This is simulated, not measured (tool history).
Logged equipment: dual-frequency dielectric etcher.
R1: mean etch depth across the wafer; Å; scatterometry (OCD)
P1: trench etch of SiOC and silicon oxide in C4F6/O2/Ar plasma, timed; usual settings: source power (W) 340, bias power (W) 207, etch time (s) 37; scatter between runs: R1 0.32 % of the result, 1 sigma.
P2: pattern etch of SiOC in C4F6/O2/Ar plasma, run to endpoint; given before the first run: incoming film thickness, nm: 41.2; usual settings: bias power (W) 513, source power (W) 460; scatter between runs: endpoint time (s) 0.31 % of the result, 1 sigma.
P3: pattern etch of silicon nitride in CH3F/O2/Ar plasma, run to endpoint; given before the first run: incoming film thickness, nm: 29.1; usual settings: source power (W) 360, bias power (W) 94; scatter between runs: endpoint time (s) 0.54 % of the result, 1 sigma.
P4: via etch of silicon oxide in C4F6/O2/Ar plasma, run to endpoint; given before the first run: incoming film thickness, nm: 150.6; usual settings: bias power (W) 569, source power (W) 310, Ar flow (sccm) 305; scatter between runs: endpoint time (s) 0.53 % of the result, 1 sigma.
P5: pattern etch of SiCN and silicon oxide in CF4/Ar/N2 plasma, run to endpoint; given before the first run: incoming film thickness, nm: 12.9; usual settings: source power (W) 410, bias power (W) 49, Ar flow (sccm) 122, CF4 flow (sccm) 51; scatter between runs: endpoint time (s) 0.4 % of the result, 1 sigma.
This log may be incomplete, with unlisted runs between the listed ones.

{"run": 1, "hour": 8.7, "process that ran": "P1", "source power (W)": 340, "bias power (W)": 207, "etch time (s)": 37, "R1": 729}
{"run": 2, "hour": 17.2, "process that ran": "P1", "source power (W)": 340, "bias power (W)": 207, "etch time (s)": 37, "R1": 727.52}
{"run": 3, "hour": 27.0, "process that ran": "P4", "source power (W)": 310, "bias power (W)": 569, "Ar flow (sccm)": 305, "endpoint time (s)": 34.769}
{"run": 4, "hour": 34.5, "process that ran": "P4", "source power (W)": 310, "bias power (W)": 569, "Ar flow (sccm)": 227, "endpoint time (s)": 33.733}
{"run": 5, "hour": 41.1, "process that ran": "P1", "source power (W)": 340, "bias power (W)": 153, "etch time (s)": 37, "R1": 656.12}
{"run": 6, "hour": 49.8, "process that ran": "P1", "source power (W)": 410, "bias power (W)": 164, "etch time (s)": 37, "R1": 726.12}
{"run": 7, "hour": 59.6, "process that ran": "P3", "source power (W)": 360, "bias power (W)": 94, "endpoint time (s)": 38.479}
{"run": 8, "hour": 65.6, "process that ran": "P4", "source power (W)": 230, "bias power (W)": 569, "Ar flow (sccm)": 305, "endpoint time (s)": 39.098}
{"run": 9, "hour": 71.3, "process that ran": "P1", "source power (W)": 340, "bias power (W)": 207, "etch time (s)": 37, "R1": 726.79}
{"run": 10, "hour": 80.1, "process that ran": "P5", "source power (W)": 410, "bias power (W)": 49, "Ar flow (sccm)": 122, "CF4 flow (sccm)": 37, "endpoint time (s)": 21.713}
{"run": 11, "hour": 89.6, "process that ran": "P2", "source power (W)": 460, "bias power (W)": 513, "endpoint time (s)": 13.067}
{"run": 12, "hour": 98.7, "process that ran": "P1", "source power (W)": 340, "bias power (W)": 274, "etch time (s)": 45, "R1": 971.87}
{"run": 13, "hour": 105.8, "process that ran": "P4", "source power (W)": 310, "bias power (W)": 676, "Ar flow (sccm)": 305, "endpoint time (s)": 32.683}
{"run": 14, "hour": 110.4, "process that ran": "P1", "source power (W)": 340, "bias power (W)": 207, "etch time (s)": 22.5, "R1": 441.43}
{"run": 15, "hour": 114.8, "process that ran": "P5", "source power (W)": 410, "bias power (W)": 49, "Ar flow (sccm)": 145, "CF4 flow (sccm)": 51, "endpoint time (s)": 21.013}
{"run": 16, "hour": 119.6, "process that ran": "P1", "source power (W)": 440, "bias power (W)": 207, "etch time (s)": 37, "R1": 808.86}
{"run": 17, "hour": 124.2, "process that ran": "P1", "source power (W)": 340, "bias power (W)": 207, "etch time (s)": 37, "R1": 727.33}
{"run": 18, "hour": 129.3, "process that ran": "P1", "source power (W)": 340, "bias power (W)": 207, "etch time (s)": 46, "R1": 902.41}
{"run": 19, "hour": 134.0, "process that ran": "P4", "source power (W)": 310, "bias power (W)": 569, "Ar flow (sccm)": 305, "endpoint time (s)": 35.154}
{"hour": 141.0, "done": "wet clean of the chamber"}
{"run": 20, "hour": 143.3, "process that ran": "P1", "source power (W)": 280, "bias power (W)": 207, "etch time (s)": 37, "R1": 674.12}
{"run": 21, "hour": 150.6, "process that ran": "P2", "source power (W)": 300, "bias power (W)": 513, "endpoint time (s)": 15.436}
{"run": 22, "hour": 155.2, "process that ran": "P3", "source power (W)": 360, "bias power (W)": 74, "endpoint time (s)": 42.078}
{"run": 23, "hour": 160.1, "process that ran": "P5", "source power (W)": 410, "bias power (W)": 59, "Ar flow (sccm)": 122, "CF4 flow (sccm)": 51, "endpoint time (s)": 19.121}
{"run": 24, "hour": 164.9, "process that ran": "P1", "source power (W)": 340, "bias power (W)": 207, "etch time (s)": 37, "R1": 727.03}
{"run": 25, "hour": 173.7, "process that ran": "P1", "source power (W)": 340, "bias power (W)": 207, "etch time (s)": 37, "R1": 730.57}
{"run": 26, "hour": 179.0, "process that ran": "P3", "source power (W)": 280, "bias power (W)": 94, "endpoint time (s)": 42.26}
{"run": 27, "hour": 188.6, "process that ran": "P5", "source power (W)": 290, "bias power (W)": 49, "Ar flow (sccm)": 122, "CF4 flow (sccm)": 51, "endpoint time (s)": 27.986}
{"run": 28, "hour": 193.4, "process that ran": "P1", "source power (W)": 340, "bias power (W)": 283, "etch time (s)": 37, "R1": 804.4}
{"run": 29, "hour": 203.2, "process that ran": "P1", "source power (W)": 280, "bias power (W)": 277, "etch time (s)": 37, "R1": 742.08}
{"hour": 204.7, "done": "source power generator calibrated"}
{"run": 30, "hour": 212.1, "process that ran": "P3", "source power (W)": 360, "bias power (W)": 94, "endpoint time (s)": 38.28}
{"run": 31, "hour": 219.6, "process that ran": "P5", "source power (W)": 410, "bias power (W)": 49, "Ar flow (sccm)": 122, "CF4 flow (sccm)": 51, "endpoint time (s)": 20.49}
{"run": 32, "hour": 227.8, "process that ran": "P2", "source power (W)": 460, "bias power (W)": 409, "endpoint time (s)": 14.248}
{"run": 33, "hour": 236.3, "process that ran": "P1", "source power (W)": 340, "bias power (W)": 207, "etch time (s)": 37, "R1": 725.26}
{"run": 34, "hour": 242.0, "process that ran": "P1", "source power (W)": 340, "bias power (W)": 207, "etch time (s)": 37, "R1": 726.12}
{"run": 35, "hour": 250.2, "process that ran": "P1", "source power (W)": 340, "bias power (W)": 207, "etch time (s)": 37, "R1": 729.99}
{"run": 36, "hour": 258.8, "process that ran": "P1", "source power (W)": 340, "bias power (W)": 207, "etch time (s)": 37, "R1": 734.84}
{"hour": 261.3, "done": "wet clean of the chamber"}
{"run": 37, "hour": 267.7, "process that ran": "P1", "source power (W)": 340, "bias power (W)": 207, "etch time (s)": 37, "R1": 733.15}

Run 38 has not been measured yet. What should we expect?
{"run": 38, "hour": 277.5, "process that ran": "P1", "source power (W)": 340, "bias power (W)": 207, "etch time (s)": 37, "R1": "?"}

R1: 736.87 Å
